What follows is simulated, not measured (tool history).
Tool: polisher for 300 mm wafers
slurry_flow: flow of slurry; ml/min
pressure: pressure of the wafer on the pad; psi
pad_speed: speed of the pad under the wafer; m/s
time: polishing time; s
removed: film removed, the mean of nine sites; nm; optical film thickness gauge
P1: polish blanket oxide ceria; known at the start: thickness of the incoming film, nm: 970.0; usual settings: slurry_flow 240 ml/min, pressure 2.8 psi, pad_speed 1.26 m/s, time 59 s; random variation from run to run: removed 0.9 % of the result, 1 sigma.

run 1 hour=4.8 | slurry_flow=240 pressure=2.8 pad_speed=1.26 time=59 | removed=246.55
run 2 hour=7.1 | slurry_flow=240 pressure=2.8 pad_speed=0.56 time=59 | removed=108.92
run 3 hour=11.5 | slurry_flow=240 pressure=2.8 pad_speed=1.26 time=59 | removed=247.39
run 4 hour=15.0 | slurry_flow=240 pressure=4.0 pad_speed=1.26 time=59 | removed=352.98
run 5 hour=19.2 | slurry_flow=240 pressure=2.8 pad_speed=1.26 time=43 | removed=180.11
run 6 hour=22.7 | slurry_flow=240 pressure=2.8 pad_speed=0.74 time=80 | removed=195.31
run 7 hour=26.3 | slurry_flow=145 pressure=2.8 pad_speed=1.26 time=59 | removed=226.00
run 8 hour=29.2 | slurry_flow=240 pressure=2.8 pad_speed=1.26 time=59 | removed=248.22
run 9 hour=34.0 | slurry_flow=240 pressure=2.8 pad_speed=1.84 time=59 | removed=360.95
run 10 hour=36.9 | slurry_flow=320 pressure=2.8 pad_speed=1.26 time=59 | removed=252.20
run 11 hour=39.8 | slurry_flow=240 pressure=2.8 pad_speed=1.26 time=88 | removed=370.91
run 12 hour=44.2 | slurry_flow=240 pressure=2.8 pad_speed=1.26 time=59 | removed=241.68
run 13 hour=48.8 | slurry_flow=240 pressure=2.8 pad_speed=1.26 time=59 | removed=247.97
run 14 hour=51.2 | slurry_flow=240 pressure=2.8 pad_speed=1.26 time=59 | removed=247.03
run 15 hour=55.0 | slurry_flow=240 pressure=2.1 pad_speed=1.26 time=59 | removed=183.77
run 16 hour=59.0 | slurry_flow=240 pressure=2.8 pad_speed=1.26 time=59 | removed=245.42
run 17 hour=61.9 | slurry_flow=240 pressure=2.8 pad_speed=1.26 time=59 | removed=245.30
run 18 hour=66.0 | slurry_flow=240 pressure=2.8 pad_speed=1.26 time=59 | removed=245.38
run 19 hour=70.1 | slurry_flow=240 pressure=2.8 pad_speed=1.26 time=59 | removed=235.97
run 20 hour=73.9 | slurry_flow=240 pressure=2.8 pad_speed=1.26 time=59 | removed=236.82
run 21 hour=77.4 | slurry_flow=240 pressure=2.8 pad_speed=1.26 time=59 | removed=234.34
-- hour=78.0 worn pad replaced by a new one
run 22 hour=79.7 | slurry_flow=240 pressure=2.8 pad_speed=1.26 time=59 | removed=232.61
run 23 hour=83.5 | slurry_flow=240 pressure=2.8 pad_speed=1.26 time=59 | removed=231.95
run 24 hour=86.2 | slurry_flow=240 pressure=2.8 pad_speed=1.26 time=59 | removed=227.04
run 25 hour=91.0 | slurry_flow=240 pressure=2.8 pad_speed=1.26 time=59 | removed=228.66
run 26 hour=94.0 | slurry_flow=240 pressure=2.8 pad_speed=1.26 time=59 | removed=229.42
run 27 hour=97.8 | slurry_flow=240 pressure=2.8 pad_speed=1.26 time=59 | removed=226.11
run 28 hour=101.4 | slurry_flow=240 pressure=2.8 pad_speed=1.26 time=59 | removed=224.77

What P1 gives has crept away from where it was. These 2 causes fit the log equally well, each at the size given:
A: slurry flow missing at the pad, % = 39.9
B: head's pressure below its setpoint, % = 7.05
The creep began at about hour 61.9.
Why every other cause is out:
removal rate lost through wear of the pad, %: serviced at hour 78.0, which brought nothing back

4 check runs are offered, each on 5 wafers whose results are averaged, their results left as question marks. Which one tells the causes apart?
run check 1 hour=105.0 | slurry_flow=165 pressure=2.8 pad_speed=1.26 time=81 | removed=?
run check 2 hour=105.0 | slurry_flow=240 pressure=2.8 pad_speed=0.86 time=78 | removed=?
run check 3 hour=105.0 | slurry_flow=240 pressure=3.8 pad_speed=1.26 time=59 | removed=?
run check 4 hour=105.0 | slurry_flow=240 pressure=2.8 pad_speed=0.70 time=59 | removed=?

What each check would give under each cause:
check=check_1 result=removed if_A=289.61 if_B=298.49
check=check_2 result=removed if_A=206.31 if_B=206.32
check=check_3 result=removed if_A=310.29 if_B=310.31
check=check_4 result=removed if_A=127.02 if_B=127.03
How far apart the two closest causes lie, in the result that separates them most: check 1 3.02 %; check 2 0.01 %; check 3 0.01 %; check 4 0.01 %
Only check 1 tells the causes apart: in the others they would give nearly the same result.

Check 1 was then run and gave: removed 288.84 nm. Which cause is it?

It is A: slurry flow missing at the pad, %.

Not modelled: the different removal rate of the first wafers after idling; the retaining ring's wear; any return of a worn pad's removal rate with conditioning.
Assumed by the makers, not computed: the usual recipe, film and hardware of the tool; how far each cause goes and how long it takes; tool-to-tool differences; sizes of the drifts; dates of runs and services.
